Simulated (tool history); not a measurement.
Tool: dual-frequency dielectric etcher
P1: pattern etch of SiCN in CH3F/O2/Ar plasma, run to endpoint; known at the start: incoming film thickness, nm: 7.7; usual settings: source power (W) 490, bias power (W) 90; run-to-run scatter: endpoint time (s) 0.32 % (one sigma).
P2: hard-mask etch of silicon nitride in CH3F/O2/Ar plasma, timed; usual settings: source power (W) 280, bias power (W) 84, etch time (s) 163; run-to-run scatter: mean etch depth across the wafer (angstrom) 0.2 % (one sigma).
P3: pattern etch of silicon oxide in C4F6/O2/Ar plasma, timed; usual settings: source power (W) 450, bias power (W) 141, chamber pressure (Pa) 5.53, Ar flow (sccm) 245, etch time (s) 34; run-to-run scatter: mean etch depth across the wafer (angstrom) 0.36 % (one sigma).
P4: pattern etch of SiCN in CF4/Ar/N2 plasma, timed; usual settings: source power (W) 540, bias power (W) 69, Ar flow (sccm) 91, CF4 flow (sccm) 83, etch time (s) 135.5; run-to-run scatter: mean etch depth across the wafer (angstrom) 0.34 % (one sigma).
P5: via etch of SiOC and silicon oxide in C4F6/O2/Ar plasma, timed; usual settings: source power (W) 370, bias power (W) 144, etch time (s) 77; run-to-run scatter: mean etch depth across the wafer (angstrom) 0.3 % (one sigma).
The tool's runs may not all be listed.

run    day  process that ran  source power (W)  bias power (W)  etch time (s)  Ar flow (sccm)  CF4 flow (sccm)  chamber pressure (Pa)  hours since the last wet clean  hours since the last source power generator calibration  hours since the last bias power generator calibration  endpoint time (s)  mean etch depth across the wafer (angstrom)
  1  0.317                P1               490              90                                                                                                  303.3                                                    971.3                                                 1302.5             17.788
  2  0.483                P1               490              90                                                                                                  307.3                                                    975.3                                                 1306.5             17.744
  3  0.675                P1               490              65                                                                                                  311.9                                                    979.9                                                 1311.1             20.007
  4  0.862                P2               280              84            163                                                                                   316.4                                                    984.4                                                 1315.6                                                          1031.6
  5  1.042                P1               490             118                                                                                                  320.7                                                    988.7                                                 1319.9             16.159
  6   1.25                P5               370             144             77                                                                                   325.7                                                    993.7                                                 1324.9                                                          806.33
  7   1.45                P4               540              69          135.5              91               61                                                  330.5                                                    998.5                                                 1329.7                                                          1359.9
  8  1.762                P1               490              90                                                                                                    338                                                     1006                                                 1337.2             17.691
  9  2.062                P2               280              49            163                                                                                   345.2                                                   1013.2                                                 1344.4                                                          852.31
 10  2.275                P3               590             141             34             245                                    5.53                           350.3                                                   1018.3                                                 1349.5                                                          1146.9
 11  2.442                P1               400             119                                                                                                  354.3                                                   1022.3                                                 1353.5             17.197
 12  2.675                P3               450             185             34             245                                    5.53                           359.9                                                   1027.9                                                 1359.1                                                          1116.3
 13  2.883                P1               330              56                                                                                                  364.9                                                   1032.9                                                 1364.1             24.477
 14  3.171                P4               540              69          135.5              91               83                                                  371.8                                                   1039.8                                                   1371                                                          1432.4
 15  3.354                P3               450             141             34             339                                    5.53                           376.2                                                   1044.2                                                 1375.4                                                          1001.1
 16  3.571                P1               490              90                                                                                                  381.4                                                   1049.4                                                 1380.6             17.768
 17  3.792                P4               540              83          135.5              91               83                                                  386.7                                                   1054.7                                                 1385.9                                                          1520.6
 18  4.079                P5               440             144             77                                                                                   393.6                                                   1061.6                                                 1392.8                                                          863.82
 19  4.233                P1               630              90                                                                                                  397.3                                                   1065.3                                                 1396.5               16.2
 20  4.412                P2               280              84            225                                                                                   401.6                                                   1069.6                                                 1400.8                                                          1422.2
 21  4.721                P4               540              69           74.5              91               83                                                    409                                                     1077                                                 1408.2                                                          784.25
 22  5.033                P1               640              65                                                                                                  416.5                                                   1084.5                                                 1415.7             17.995
 23  5.321                P2               280              84            163                                                                                   423.4                                                   1091.4                                                 1422.6                                                          1028.9
 24  5.475                P1               490              90                                                                                                  427.1                                                   1095.1                                                 1426.3             17.711
 25  5.771                P1               490              90                                                                                                  434.2                                                   1102.2                                                 1433.4             17.762
 26  5.933                P4               680              69          135.5              91               83                                                  438.1                                                   1106.1                                                 1437.3                                                            1750
 27  6.121                P1               360              90                                                                                                  442.6                                                   1110.6                                                 1441.8             19.901
 28  6.325                P4               540              69          135.5              91               83                                                  447.5                                                   1115.5                                                 1446.7                                                          1424.9
 29  6.488                P5               370             115             77                                                                                   451.4                                                   1119.4                                                 1450.6                                                           749.9
 30  6.762                P5               370             144           52.5                                                                                     458                                                     1126                                                 1457.2                                                          553.79
 31  6.958                P3               450             141             49             245                                    5.53                           462.7                                                   1130.7                                                 1461.9                                                          1499.6
 32  7.121                P3               450             141             34             245                                    5.53                           466.6                                                   1134.6                                                 1465.8                                                          1039.2
 33  7.267                P4               540              69          135.5              54               83                                                  470.1                                                   1138.1                                                 1469.3                                                          1533.6
 34  7.408                P5               370             144             77                                                                                   473.5                                                   1141.5                                                 1472.7                                                          805.04
 35  7.729                P2               200              84            163                                                                                   481.2                                                   1149.2                                                 1480.4                                                          909.34
 36      8                P3               450             141             34             245                                     6.6                           487.7                                                   1155.7                                                 1486.9                                                          1007.7
 37  8.317                P1               490              90                                                                                                  495.3                                                   1163.3                                                 1494.5             17.758
 38  8.588                P1               490              90                                                                                                  501.8                                                   1169.8                                                   1501             17.691
 39  8.858                P1               490              90                                                                                                  508.3                                                   1176.3                                                 1507.5             17.567
 40  9.046                P1               490              90                                                                                                  512.8                                                   1180.8                                                   1512             17.578
     9.062  -- wet clean of the chamber
 41  9.229                P1               490              90                                                                                                    4.1                                                   1185.2                                                 1516.4              17.45
 42  9.396                P1               490              90                                                                                                    8.1                                                   1189.2                                                 1520.4             17.487
 43  9.562                P1               490              90                                                                                                   12.1                                                   1193.2                                                 1524.4             17.433
 44   9.75                P1               490              90                                                                                                   16.6                                                   1197.7                                                 1528.9             17.488
 45  9.967                P1               490              90                                                                                                   21.8                                                   1202.9                                                 1534.1             17.605

What P1 gives has crept away from where it was. These 2 causes fit the log equally well, each at the size given:
A: bias power that arrives over what is set, % = 4.42
B: source power that arrives over what is set, % = 4.35
The creep began at about day 8.317.
Why every other cause is out:
chamber walls in a state that raises the etch rate, %: serviced at day 9.062, which brought nothing back

4 check runs are offered, each on 2 wafers whose results are averaged, their results left as question marks. Which one tells the causes apart?
check 1  10.183                P2               280              84            163                                                                                                                                                                                                                                                                       ?
check 2  10.183                P4               540              69          135.5              91               83                                                                                                                                                                                                                                      ?
check 3  10.183                P5               370             144             77                                                                                                                                                                                                                                                                       ?
check 4  10.183                P3               450             141             34             245                                    5.53                                                                                                                                                                                                               ?

What each check would give under each cause:
  check                                       result    if A    if B
check 1  mean etch depth across the wafer (angstrom)  1045.8  1045.9
check 2  mean etch depth across the wafer (angstrom)  1450.5  1485.1
check 3  mean etch depth across the wafer (angstrom)  816.73  819.43
check 4  mean etch depth across the wafer (angstrom)  1044.4  1048.6
How far apart the two closest causes lie, in the result that separates them most: check 1 0.01 %; check 2 2.35 %; check 3 0.33 %; check 4 0.4 %
Only check 2 tells the causes apart: in the others they would give nearly the same result.

Check 2 was then run and gave: mean etch depth across the wafer (angstrom) 1452.2. Which cause is it?

It is A: bias power that arrives over what is set, %.
